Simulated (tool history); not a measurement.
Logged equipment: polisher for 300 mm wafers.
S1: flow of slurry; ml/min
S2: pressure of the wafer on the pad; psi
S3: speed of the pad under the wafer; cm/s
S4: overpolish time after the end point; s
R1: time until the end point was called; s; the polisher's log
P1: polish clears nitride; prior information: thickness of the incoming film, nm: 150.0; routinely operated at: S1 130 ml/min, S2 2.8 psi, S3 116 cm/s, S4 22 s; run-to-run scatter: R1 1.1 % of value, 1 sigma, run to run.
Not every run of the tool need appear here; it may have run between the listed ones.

Run 1, hour 10.1: S1 130 ml/min, S2 2.8 psi, S3 116 cm/s, S4 22 s. Result: R1 156.390 s.
Run 2, hour 18.2: S1 130 ml/min, S2 2.8 psi, S3 116 cm/s, S4 7 s. Result: R1 157.980 s.
Run 3, hour 34.8: S1 130 ml/min, S2 2.8 psi, S3 116 cm/s, S4 39 s. Result: R1 156.000 s.
Run 4, hour 48.8: S1 165 ml/min, S2 2.8 psi, S3 152 cm/s, S4 22 s. Result: R1 114.870 s.
Run 5, hour 62.7: S1 130 ml/min, S2 2.8 psi, S3 116 cm/s, S4 22 s. Result: R1 157.730 s.
Run 6, hour 79.2: S1 80 ml/min, S2 2.8 psi, S3 116 cm/s, S4 22 s. Result: R1 172.840 s.
Run 7, hour 87.8: S1 130 ml/min, S2 3.5 psi, S3 116 cm/s, S4 36 s. Result: R1 125.950 s.
Run 8, hour 101.2: S1 130 ml/min, S2 2.8 psi, S3 174 cm/s, S4 22 s. Result: R1 103.460 s.
Run 9, hour 116.0: S1 130 ml/min, S2 2.8 psi, S3 116 cm/s, S4 22 s. Result: R1 155.830 s.
Run 10, hour 126.3: S1 130 ml/min, S2 2.8 psi, S3 56 cm/s, S4 22 s. Result: R1 319.220 s.
Run 11, hour 136.0: S1 130 ml/min, S2 4.4 psi, S3 116 cm/s, S4 22 s. Result: R1 98.845 s.
Run 12, hour 147.3: S1 130 ml/min, S2 1.6 psi, S3 116 cm/s, S4 22 s. Result: R1 273.810 s.
Run 13, hour 161.7: S1 130 ml/min, S2 2.8 psi, S3 116 cm/s, S4 22 s. Result: R1 156.750 s.
Run 14, hour 174.4: S1 175 ml/min, S2 2.8 psi, S3 116 cm/s, S4 22 s. Result: R1 148.720 s.
Run 15, hour 187.8: S1 130 ml/min, S2 4.2 psi, S3 168 cm/s, S4 22 s. Result: R1 70.959 s.
Run 16, hour 198.5: S1 130 ml/min, S2 2.8 psi, S3 116 cm/s, S4 22 s. Result: R1 155.510 s.
Run 17, hour 208.6: S1 130 ml/min, S2 2.8 psi, S3 116 cm/s, S4 22 s. Result: R1 161.520 s.
Run 18, hour 221.6: S1 130 ml/min, S2 2.8 psi, S3 116 cm/s, S4 22 s. Result: R1 165.550 s.
Run 19, hour 233.8: S1 130 ml/min, S2 2.8 psi, S3 116 cm/s, S4 22 s. Result: R1 164.830 s.
Run 20, hour 241.2: S1 130 ml/min, S2 2.8 psi, S3 116 cm/s, S4 22 s. Result: R1 167.480 s.
Run 21, hour 257.0: S1 130 ml/min, S2 2.8 psi, S3 116 cm/s, S4 22 s. Result: R1 166.690 s.
Run 22, hour 270.0: S1 130 ml/min, S2 2.8 psi, S3 116 cm/s, S4 22 s. Result: R1 171.870 s.
Run 23, hour 278.7: S1 130 ml/min, S2 2.8 psi, S3 116 cm/s, S4 22 s. Result: R1 169.750 s.
At hour 280.4: head pressure recalibrated.
Run 24, hour 291.1: S1 130 ml/min, S2 2.8 psi, S3 116 cm/s, S4 22 s. Result: R1 173.410 s.
Run 25, hour 305.5: S1 130 ml/min, S2 2.8 psi, S3 116 cm/s, S4 22 s. Result: R1 171.510 s.
Run 26, hour 315.9: S1 130 ml/min, S2 2.8 psi, S3 116 cm/s, S4 22 s. Result: R1 176.920 s.

Expected results for the next run?
Run 27, hour 329.9: S1 130 ml/min, S2 2.8 psi, S3 116 cm/s, S4 22 s. Result: R1 ?.

{"run 27": {"R1": 175.1}}

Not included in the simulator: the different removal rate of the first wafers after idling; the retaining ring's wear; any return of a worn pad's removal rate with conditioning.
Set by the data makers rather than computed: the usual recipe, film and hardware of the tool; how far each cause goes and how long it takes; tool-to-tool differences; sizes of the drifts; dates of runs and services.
